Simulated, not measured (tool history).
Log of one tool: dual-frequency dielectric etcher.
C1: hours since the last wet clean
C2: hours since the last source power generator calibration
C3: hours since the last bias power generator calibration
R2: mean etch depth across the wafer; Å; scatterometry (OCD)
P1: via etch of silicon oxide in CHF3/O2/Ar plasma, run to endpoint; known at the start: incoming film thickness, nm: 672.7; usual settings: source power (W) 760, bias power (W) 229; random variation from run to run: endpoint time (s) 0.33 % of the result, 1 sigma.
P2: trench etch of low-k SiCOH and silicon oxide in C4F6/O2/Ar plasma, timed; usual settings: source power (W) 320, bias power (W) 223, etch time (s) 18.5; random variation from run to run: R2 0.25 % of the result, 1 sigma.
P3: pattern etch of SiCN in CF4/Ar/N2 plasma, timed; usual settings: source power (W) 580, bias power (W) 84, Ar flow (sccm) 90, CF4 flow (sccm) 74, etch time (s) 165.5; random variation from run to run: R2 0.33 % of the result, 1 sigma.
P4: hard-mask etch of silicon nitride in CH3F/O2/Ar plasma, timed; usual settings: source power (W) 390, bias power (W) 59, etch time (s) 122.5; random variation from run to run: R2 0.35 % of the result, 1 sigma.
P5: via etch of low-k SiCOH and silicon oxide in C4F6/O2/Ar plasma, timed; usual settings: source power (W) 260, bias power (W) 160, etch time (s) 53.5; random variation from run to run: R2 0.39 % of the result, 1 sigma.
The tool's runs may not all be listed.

run 1 hour=17.7 | process_that_ran=P1 source_power_(W)=760 bias_power_(W)=229 | C1=220.2 C2=1709.6 C3=1723.3 | endpoint_time_(s)=285.23
run 2 hour=36.0 | process_that_ran=P4 source_power_(W)=390 bias_power_(W)=59 etch_time_(s)=153.0 | C1=238.5 C2=1727.9 C3=1741.6 | R2=1015.90
run 3 hour=49.4 | process_that_ran=P2 source_power_(W)=320 bias_power_(W)=223 etch_time_(s)=18.5 | C1=251.9 C2=1741.3 C3=1755.0 | R2=564.12
run 4 hour=59.8 | process_that_ran=P3 source_power_(W)=580 bias_power_(W)=84 etch_time_(s)=207.5 Ar_flow_(sccm)=90 CF4_flow_(sccm)=74 | C1=262.3 C2=1751.7 C3=1765.4 | R2=2437.80
run 5 hour=74.7 | process_that_ran=P3 source_power_(W)=580 bias_power_(W)=84 etch_time_(s)=165.5 Ar_flow_(sccm)=90 CF4_flow_(sccm)=56 | C1=277.2 C2=1766.6 C3=1780.3 | R2=1875.10
run 6 hour=90.2 | process_that_ran=P1 source_power_(W)=760 bias_power_(W)=229 | C1=292.7 C2=1782.1 C3=1795.8 | endpoint_time_(s)=284.15
run 7 hour=100.7 | process_that_ran=P4 source_power_(W)=390 bias_power_(W)=39 etch_time_(s)=122.5 | C1=303.2 C2=1792.6 C3=1806.3 | R2=713.20
run 8 hour=116.4 | process_that_ran=P3 source_power_(W)=580 bias_power_(W)=84 etch_time_(s)=165.5 Ar_flow_(sccm)=90 CF4_flow_(sccm)=74 | C1=318.9 C2=1808.3 C3=1822.0 | R2=1956.20
-- hour=122.2 bias power generator calibrated
run 9 hour=131.0 | process_that_ran=P5 source_power_(W)=260 bias_power_(W)=160 etch_time_(s)=53.5 | C1=333.5 C2=1822.9 C3=8.9 | R2=1073.10
run 10 hour=142.3 | process_that_ran=P1 source_power_(W)=610 bias_power_(W)=308 | C1=344.8 C2=1834.2 C3=20.2 | endpoint_time_(s)=278.66
run 11 hour=159.6 | process_that_ran=P3 source_power_(W)=580 bias_power_(W)=119 etch_time_(s)=165.5 Ar_flow_(sccm)=90 CF4_flow_(sccm)=74 | C1=362.1 C2=1851.5 C3=37.5 | R2=2214.30
run 12 hour=170.7 | process_that_ran=P2 source_power_(W)=320 bias_power_(W)=223 etch_time_(s)=18.5 | C1=373.2 C2=1862.6 C3=48.6 | R2=563.10
run 13 hour=183.1 | process_that_ran=P3 source_power_(W)=580 bias_power_(W)=84 etch_time_(s)=165.5 Ar_flow_(sccm)=64 CF4_flow_(sccm)=74 | C1=385.6 C2=1875.0 C3=61.0 | R2=2033.80
run 14 hour=196.0 | process_that_ran=P3 source_power_(W)=740 bias_power_(W)=84 etch_time_(s)=165.5 Ar_flow_(sccm)=90 CF4_flow_(sccm)=74 | C1=398.5 C2=1887.9 C3=73.9 | R2=2430.00
run 15 hour=205.0 | process_that_ran=P1 source_power_(W)=960 bias_power_(W)=290 | C1=407.5 C2=1896.9 C3=82.9 | endpoint_time_(s)=241.64
run 16 hour=218.9 | process_that_ran=P1 source_power_(W)=760 bias_power_(W)=229 | C1=421.4 C2=1910.8 C3=96.8 | endpoint_time_(s)=283.38
run 17 hour=232.7 | process_that_ran=P2 source_power_(W)=320 bias_power_(W)=223 etch_time_(s)=27.5 | C1=435.2 C2=1924.6 C3=110.6 | R2=840.09
run 18 hour=246.0 | process_that_ran=P1 source_power_(W)=1010 bias_power_(W)=229 | C1=448.5 C2=1937.9 C3=123.9 | endpoint_time_(s)=255.43
run 19 hour=263.0 | process_that_ran=P4 source_power_(W)=390 bias_power_(W)=59 etch_time_(s)=122.5 | C1=465.5 C2=1954.9 C3=140.9 | R2=811.20
run 20 hour=275.3 | process_that_ran=P4 source_power_(W)=390 bias_power_(W)=59 etch_time_(s)=122.5 | C1=477.8 C2=1967.2 C3=153.2 | R2=812.92
run 21 hour=284.7 | process_that_ran=P1 source_power_(W)=500 bias_power_(W)=229 | C1=487.2 C2=1976.6 C3=162.6 | endpoint_time_(s)=333.28
run 22 hour=302.8 | process_that_ran=P5 source_power_(W)=170 bias_power_(W)=160 etch_time_(s)=53.5 | C1=505.3 C2=1994.7 C3=180.7 | R2=905.00
run 23 hour=319.5 | process_that_ran=P5 source_power_(W)=260 bias_power_(W)=160 etch_time_(s)=34.0 | C1=522.0 C2=2011.4 C3=197.4 | R2=678.03
run 24 hour=328.5 | process_that_ran=P2 source_power_(W)=210 bias_power_(W)=223 etch_time_(s)=18.5 | C1=531.0 C2=2020.4 C3=206.4 | R2=479.10
run 25 hour=340.9 | process_that_ran=P4 source_power_(W)=480 bias_power_(W)=59 etch_time_(s)=122.5 | C1=543.4 C2=2032.8 C3=218.8 | R2=881.61
run 26 hour=351.3 | process_that_ran=P5 source_power_(W)=260 bias_power_(W)=160 etch_time_(s)=53.5 | C1=553.8 C2=2043.2 C3=229.2 | R2=1072.30
run 27 hour=363.5 | process_that_ran=P1 source_power_(W)=760 bias_power_(W)=303 | C1=566.0 C2=2055.4 C3=241.4 | endpoint_time_(s)=259.46
run 28 hour=379.1 | process_that_ran=P2 source_power_(W)=320 bias_power_(W)=153 etch_time_(s)=18.5 | C1=581.6 C2=2071.0 C3=257.0 | R2=500.96
run 29 hour=392.8 | process_that_ran=P1 source_power_(W)=760 bias_power_(W)=229 | C1=595.3 C2=2084.7 C3=270.7 | endpoint_time_(s)=284.73
run 30 hour=406.0 | process_that_ran=P1 source_power_(W)=500 bias_power_(W)=165 | C1=608.5 C2=2097.9 C3=283.9 | endpoint_time_(s)=375.78
run 31 hour=416.7 | process_that_ran=P1 source_power_(W)=760 bias_power_(W)=175 | C1=619.2 C2=2108.6 C3=294.6 | endpoint_time_(s)=311.45
run 32 hour=429.7 | process_that_ran=P5 source_power_(W)=260 bias_power_(W)=205 etch_time_(s)=53.5 | C1=632.2 C2=2121.6 C3=307.6 | R2=1163.60
run 33 hour=442.9 | process_that_ran=P1 source_power_(W)=760 bias_power_(W)=229 | C1=645.4 C2=2134.8 C3=320.8 | endpoint_time_(s)=286.12
run 34 hour=459.4 | process_that_ran=P1 source_power_(W)=760 bias_power_(W)=229 | C1=661.9 C2=2151.3 C3=337.3 | endpoint_time_(s)=287.73
run 35 hour=470.5 | process_that_ran=P1 source_power_(W)=760 bias_power_(W)=229 | C1=673.0 C2=2162.4 C3=348.4 | endpoint_time_(s)=289.17
run 36 hour=482.0 | process_that_ran=P1 source_power_(W)=760 bias_power_(W)=229 | C1=684.5 C2=2173.9 C3=359.9 | endpoint_time_(s)=289.95
run 37 hour=498.4 | process_that_ran=P1 source_power_(W)=760 bias_power_(W)=229 | C1=700.9 C2=2190.3 C3=376.3 | endpoint_time_(s)=290.57

Run 38 comes next. What will it give?
run 38 hour=511.4 | process_that_ran=P1 source_power_(W)=760 bias_power_(W)=229 | C1=713.9 C2=2203.3 C3=389.3 | endpoint_time_(s)=?

Run 38 gave endpoint time (s) 289.91.

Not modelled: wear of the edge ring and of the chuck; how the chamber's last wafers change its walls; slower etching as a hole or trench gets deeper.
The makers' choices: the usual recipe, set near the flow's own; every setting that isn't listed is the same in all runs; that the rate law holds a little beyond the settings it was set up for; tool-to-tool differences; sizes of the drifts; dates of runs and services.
